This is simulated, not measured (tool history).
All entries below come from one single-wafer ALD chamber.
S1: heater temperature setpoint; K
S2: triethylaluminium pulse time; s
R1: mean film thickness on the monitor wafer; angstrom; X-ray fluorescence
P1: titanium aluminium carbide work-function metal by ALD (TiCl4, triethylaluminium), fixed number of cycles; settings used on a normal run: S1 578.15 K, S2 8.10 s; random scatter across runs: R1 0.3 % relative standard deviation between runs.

run,hour,S1,S2,R1
1,9.2,578.15,8.10,20.038
# hour 18.4: triethylaluminium bottle replaced
2,21.7,578.15,12.68,21.131
3,33.2,578.15,8.10,20.119
4,38.7,578.15,2.76,13.106
5,47.0,561.15,8.10,18.684
6,54.6,578.15,8.10,19.970
# hour 57.3: thermocouple changed; heater temperature recalibrated
7,63.0,578.15,8.10,20.039
8,69.5,565.15,12.52,19.896
9,80.5,578.15,8.10,20.121
10,92.7,558.15,2.96,12.484
11,101.9,595.15,8.10,21.604
12,111.9,578.15,8.10,20.185
13,122.2,578.15,8.10,20.143
14,127.9,578.15,8.10,20.045

Run 15 is up next; what results do you expect?
15,139.3,578.15,8.10,?

R1: 19.892 angstrom
